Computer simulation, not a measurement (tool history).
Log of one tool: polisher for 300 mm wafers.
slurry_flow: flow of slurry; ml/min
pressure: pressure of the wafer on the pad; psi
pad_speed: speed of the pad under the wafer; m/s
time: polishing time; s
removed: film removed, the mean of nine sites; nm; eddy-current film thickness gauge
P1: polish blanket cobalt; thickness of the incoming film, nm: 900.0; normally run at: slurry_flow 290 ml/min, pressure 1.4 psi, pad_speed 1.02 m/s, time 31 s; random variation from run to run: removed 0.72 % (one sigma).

run	hour	slurry_flow	pressure	pad_speed	time	wafers polished on this pad	hours since the slurry nozzle was cleaned	hours since the head pressure was calibrated	removed
1	7.9	290	1.4	1.02	31	218	199.1	193.2	132.040
2	20.1	290	1.4	1.02	31	300	211.3	205.4	129.940
3	27.1	440	1.4	1.02	31	347	218.3	212.4	135.720
4	38.8	290	1.4	1.02	31	426	230.0	224.1	130.340
5	45.9	290	1.4	1.02	31	473	237.1	231.2	131.080
6	60.1	290	1.4	1.46	42	569	251.3	245.4	252.800
7	71.3	290	1.4	1.02	31	645	262.5	256.6	129.970
8	81.5	290	0.7	1.02	31	713	272.7	266.8	65.761
9	95.8	175	1.4	1.02	31	810	287.0	281.1	121.850
10	106.0	290	2.2	1.02	31	878	297.2	291.3	204.600
11	116.0	290	1.4	0.46	31	946	307.2	301.3	59.141
12	126.7	290	1.4	1.02	47	1018	317.9	312.0	197.550
13	141.0	290	1.4	1.60	31	1114	332.2	326.3	203.450
14	156.4	290	1.4	1.02	31	1218	347.6	341.7	128.950
15	164.5	290	1.4	1.02	17	1272	355.7	349.8	71.417
16	175.7	290	1.4	1.02	31	1348	366.9	361.0	130.400
17	187.1	290	1.4	1.02	31	1424	378.3	372.4	128.310
18	198.4	290	1.4	1.02	31	1500	389.6	383.7	127.030
# hour 207.3: worn pad replaced by a new one
19	211.0	290	1.4	1.02	31	25	402.2	396.3	125.590
20	221.3	290	1.4	1.02	31	94	412.5	406.6	124.280
21	234.0	290	1.4	1.02	31	180	425.2	419.3	124.670
22	248.1	290	1.4	1.02	31	274	439.3	433.4	124.990

What P1 gives has crept away from where it was. These 2 causes fit the log equally well, each at the size given:
A: slurry flow missing at the pad, % = 33.5
B: head's pressure below its setpoint, % = 4.49
The creep began at about hour 175.7.
Why every other cause is out:
removal rate lost through wear of the pad, %: serviced at hour 207.3, which brought nothing back

4 check runs are offered, each on 5 wafers whose results are averaged, their results left as question marks. Which one tells the causes apart?
check 1	262.2	290	1.4	0.60	31				?
check 2	262.2	290	0.9	0.58	31				?
check 3	262.2	290	1.4	0.46	25				?
check 4	262.2	175	2.1	1.02	31				?

What each check would give under each cause:
check	result	if A	if B
check 1	removed	73.448	73.445
check 2	removed	45.643	45.641
check 3	removed	45.411	45.409
check 4	removed	171.620	176.430
How far apart the two closest causes lie, in the result that separates them most: check 1 0 %; check 2 0 %; check 3 0 %; check 4 2.76 %
Check 4 tells the causes apart: in the others they would give nearly the same result.

Check 4 was then run and gave: removed 172.300 nm. Which cause is it?

It is A: slurry flow missing at the pad, %.
